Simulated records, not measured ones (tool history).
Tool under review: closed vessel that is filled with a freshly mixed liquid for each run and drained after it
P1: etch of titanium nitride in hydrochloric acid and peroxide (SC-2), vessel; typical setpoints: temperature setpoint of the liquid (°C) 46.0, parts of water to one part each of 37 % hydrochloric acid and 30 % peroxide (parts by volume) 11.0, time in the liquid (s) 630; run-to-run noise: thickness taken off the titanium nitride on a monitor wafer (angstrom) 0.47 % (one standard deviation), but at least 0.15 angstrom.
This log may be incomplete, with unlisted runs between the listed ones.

run     day  temperature setpoint of the liquid (°C)  parts of water to one part each of 37 % hydrochloric acid and 30 % peroxide (parts by volume)  time in the liquid (s)  hours since the thermometer was replaced  hours since the chemicals flow meter was replaced  hours since the drum of peroxide was connected  thickness taken off the titanium nitride on a monitor wafer (angstrom)
  1   0.621                                     46.0                                                                                           11.0                     630                                     651.7                                              236.1                                           353.0                                                                 143.140
  2   1.171                                     46.0                                                                                           11.0                     630                                     664.9                                              249.3                                           366.2                                                                 141.820
  3   1.629                                     46.0                                                                                           11.0                     630                                     675.9                                              260.3                                           377.2                                                                 143.230
  4   2.317                                     46.0                                                                                           11.0                     630                                     692.4                                              276.8                                           393.7                                                                 141.570
  5   2.962                                     46.0                                                                                           17.5                     630                                     707.9                                              292.3                                           409.2                                                                  94.838
  6   3.525                                     46.0                                                                                           11.0                     630                                     721.4                                              305.8                                           422.7                                                                 141.700
  7   4.158                                     46.0                                                                                           11.0                      75                                     736.6                                              321.0                                           437.9                                                                  16.811
  8   4.671                                     35.5                                                                                           11.0                     350                                     748.9                                              333.3                                           450.2                                                                  37.456
  9   5.179                                     53.0                                                                                           11.0                     630                                     761.1                                              345.5                                           462.4                                                                 226.010
 10   5.642                                     46.0                                                                                            4.0                      80                                     772.2                                              356.6                                           473.5                                                                  38.697
 11   6.117                                     35.0                                                                                           11.0                     905                                     783.6                                              368.0                                           484.9                                                                  93.385
 12   6.688                                     36.0                                                                                           11.0                     630                                     797.3                                              381.7                                           498.6                                                                  69.647
 13   7.054                                     46.0                                                                                           11.0                     630                                     806.1                                              390.5                                           507.4                                                                 141.960
 14   7.471                                     46.0                                                                                           11.0                    1055                                     816.1                                              400.5                                           517.4                                                                 237.300
 15   8.058                                     46.0                                                                                           11.0                     630                                     830.2                                              414.6                                           531.5                                                                 140.700
      8.125  -- new drum of peroxide connected
 16   8.679                                     46.0                                                                                            4.0                     630                                     845.1                                              429.5                                            13.3                                                                 305.770
 17   9.046                                     46.0                                                                                           11.0                     630                                     853.9                                              438.3                                            22.1                                                                 141.300
 18   9.738                                     46.0                                                                                           11.0                     630                                     870.5                                              454.9                                            38.7                                                                 148.490
 19  10.096                                     46.0                                                                                           11.0                     630                                     879.1                                              463.5                                            47.3                                                                 150.890
 20  10.738                                     46.0                                                                                           11.0                     630                                     894.5                                              478.9                                            62.7                                                                 152.130
 21  11.050                                     46.0                                                                                           11.0                     630                                     902.0                                              486.4                                            70.2                                                                 154.320
 22  11.358                                     46.0                                                                                           11.0                     630                                     909.4                                              493.8                                            77.6                                                                 153.020
 23  11.729                                     46.0                                                                                           11.0                     630                                     918.3                                              502.7                                            86.5                                                                 154.780
 24  12.171                                     46.0                                                                                           11.0                     630                                     928.9                                              513.3                                            97.1                                                                 155.340
 25  12.800                                     46.0                                                                                           11.0                     630                                     944.0                                              528.4                                           112.2                                                                 155.380

P1 has crept away from where it was. The log is fitted equally well by each of these 2 causes, at the sizes shown:
A: liquid hotter than its thermometer reads (K) = 1.32
B: chemicals flow above the setpoint (%) = 11.2
The drift started at roughly day 9.046.
What rules out each remaining cause:
peroxide weaker than its label (%): at most 8, giving a -7.4 % change in thickness taken off the titanium nitride on a monitor wafer (angstrom): too small, or against the direction of the creep

4 check runs are offered, each on 2 wafers whose results are averaged, their results left as question marks. Which one tells the causes apart?
check 1  13.429                                     46.0                                                                                           16.0                     630                                                                                                                                                                                                                    ?
check 2  13.429                                     37.5                                                                                           11.0                    1000                                                                                                                                                                                                                    ?
check 3  13.429                                     46.0                                                                                           11.0                     390                                                                                                                                                                                                                    ?
check 4  13.429                                     39.0                                                                                            4.0                     630                                                                                                                                                                                                                    ?

What each check would give under each cause:
  check                                                                  result     if A     if B
check 1  thickness taken off the titanium nitride on a monitor wafer (angstrom)  111.970  112.410
check 2  thickness taken off the titanium nitride on a monitor wafer (angstrom)  136.140  135.360
check 3  thickness taken off the titanium nitride on a monitor wafer (angstrom)   95.972   95.898
check 4  thickness taken off the titanium nitride on a monitor wafer (angstrom)  206.780  201.800
Minimum pairwise separation of causes per check, each pair taken at its best-separating result: check 1 0.4 %; check 2 0.58 %; check 3 0.08 %; check 4 2.44 %
The causes can be told apart only by check 4. The other checks would give nearly the same results under each of them.

The results of check 4 are: thickness taken off the titanium nitride on a monitor wafer (angstrom) 205.910. Based on these, which of the listed causes is it?

The correct cause is A, namely: liquid hotter than its thermometer reads (K).
